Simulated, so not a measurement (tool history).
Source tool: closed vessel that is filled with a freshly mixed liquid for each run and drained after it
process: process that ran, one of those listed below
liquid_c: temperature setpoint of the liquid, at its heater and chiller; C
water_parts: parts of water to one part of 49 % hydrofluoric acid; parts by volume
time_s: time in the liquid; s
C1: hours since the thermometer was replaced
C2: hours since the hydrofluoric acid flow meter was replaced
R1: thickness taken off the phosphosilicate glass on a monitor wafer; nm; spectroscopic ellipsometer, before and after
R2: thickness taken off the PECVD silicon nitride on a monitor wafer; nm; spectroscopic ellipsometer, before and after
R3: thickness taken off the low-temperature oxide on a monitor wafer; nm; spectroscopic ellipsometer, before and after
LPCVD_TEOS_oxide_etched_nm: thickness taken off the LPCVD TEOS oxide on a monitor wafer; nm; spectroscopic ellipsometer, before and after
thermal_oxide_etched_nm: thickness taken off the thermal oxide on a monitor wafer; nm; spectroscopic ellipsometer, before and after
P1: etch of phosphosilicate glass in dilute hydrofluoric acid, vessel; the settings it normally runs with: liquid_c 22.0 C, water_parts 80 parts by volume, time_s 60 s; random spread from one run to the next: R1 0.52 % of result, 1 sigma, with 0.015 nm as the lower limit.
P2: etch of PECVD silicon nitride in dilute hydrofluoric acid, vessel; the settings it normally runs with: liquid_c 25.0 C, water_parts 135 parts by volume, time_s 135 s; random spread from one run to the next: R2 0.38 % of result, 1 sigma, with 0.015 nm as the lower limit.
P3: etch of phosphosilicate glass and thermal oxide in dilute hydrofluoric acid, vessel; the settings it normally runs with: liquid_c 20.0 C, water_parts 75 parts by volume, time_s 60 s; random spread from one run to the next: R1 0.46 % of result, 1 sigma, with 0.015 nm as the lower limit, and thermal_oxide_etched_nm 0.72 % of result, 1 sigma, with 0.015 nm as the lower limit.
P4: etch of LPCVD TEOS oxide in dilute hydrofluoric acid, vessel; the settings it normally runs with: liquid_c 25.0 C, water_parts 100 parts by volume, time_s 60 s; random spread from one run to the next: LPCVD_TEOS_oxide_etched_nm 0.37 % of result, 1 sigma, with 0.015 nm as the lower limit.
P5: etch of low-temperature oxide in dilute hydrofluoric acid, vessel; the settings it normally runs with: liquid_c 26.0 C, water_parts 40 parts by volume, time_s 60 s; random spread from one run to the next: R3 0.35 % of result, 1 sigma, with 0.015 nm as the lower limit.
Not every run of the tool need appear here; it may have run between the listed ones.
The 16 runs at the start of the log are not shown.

Run 17, hour 69.7: process P2, liquid_c 25.0 C, water_parts 80 parts by volume, time_s 135 s; C1 1674.5; C2 197.1. Result: R2 10.1200 nm.
Run 18, hour 73.7: process P5, liquid_c 26.0 C, water_parts 40 parts by volume, time_s 60 s; C1 1678.5; C2 201.1. Result: R3 23.174 nm.
Run 19, hour 77.0: process P3, liquid_c 20.0 C, water_parts 140 parts by volume, time_s 60 s; C1 1681.8; C2 204.4. Result: R1 48.639 nm, thermal_oxide_etched_nm 1.8111 nm.
Run 20, hour 82.9: process P5, liquid_c 26.0 C, water_parts 40 parts by volume, time_s 60 s; C1 1687.7; C2 210.3. Result: R3 23.182 nm.
Run 21, hour 88.6: process P1, liquid_c 22.0 C, water_parts 80 parts by volume, time_s 60 s; C1 1693.4; C2 216.0. Result: R1 55.951 nm.
Run 22, hour 93.1: process P3, liquid_c 17.0 C, water_parts 75 parts by volume, time_s 60 s; C1 1697.9; C2 220.5. Result: R1 84.865 nm, thermal_oxide_etched_nm 3.1753 nm.
Run 23, hour 97.0: process P4, liquid_c 25.0 C, water_parts 35 parts by volume, time_s 60 s; C1 1701.8; C2 224.4. Result: LPCVD_TEOS_oxide_etched_nm 50.385 nm.
Run 24, hour 100.7: process P3, liquid_c 20.0 C, water_parts 75 parts by volume, time_s 60 s; C1 1705.5; C2 228.1. Result: R1 96.551 nm, thermal_oxide_etched_nm 3.5757 nm.
Run 25, hour 104.1: process P1, liquid_c 22.0 C, water_parts 80 parts by volume, time_s 30 s; C1 1708.9; C2 231.5. Result: R1 27.716 nm.
Run 26, hour 107.5: process P1, liquid_c 22.0 C, water_parts 45 parts by volume, time_s 105 s; C1 1712.3; C2 234.9. Result: R1 181.460 nm.
Run 27, hour 113.5: process P4, liquid_c 25.0 C, water_parts 100 parts by volume, time_s 60 s; C1 1718.3; C2 240.9. Result: LPCVD_TEOS_oxide_etched_nm 16.260 nm.
Run 28, hour 116.4: process P1, liquid_c 29.5 C, water_parts 80 parts by volume, time_s 60 s; C1 1721.2; C2 243.8. Result: R1 75.835 nm.
Run 29, hour 121.9: process P3, liquid_c 20.0 C, water_parts 75 parts by volume, time_s 60 s; C1 1726.7; C2 249.3. Result: R1 97.503 nm, thermal_oxide_etched_nm 3.5653 nm.
Run 30, hour 125.6: process P2, liquid_c 25.0 C, water_parts 135 parts by volume, time_s 135 s; C1 1730.4; C2 253.0. Result: R2 6.0801 nm.
Run 31, hour 128.9: process P1, liquid_c 29.5 C, water_parts 110 parts by volume, time_s 60 s; C1 1733.7; C2 256.3. Result: R1 53.366 nm.
Run 32, hour 134.3: process P3, liquid_c 20.0 C, water_parts 75 parts by volume, time_s 30 s; C1 1739.1; C2 261.7. Result: R1 48.431 nm, thermal_oxide_etched_nm 1.7641 nm.
Run 33, hour 138.8: process P5, liquid_c 26.0 C, water_parts 70 parts by volume, time_s 60 s; C1 1743.6; C2 266.2. Result: R3 12.728 nm.

The next listed run, before its measurement:
Run 34, hour 144.3: process P1, liquid_c 22.0 C, water_parts 80 parts by volume, time_s 60 s; C1 1749.1; C2 271.7. Result: R1 ?.

R1: 56.347 nm
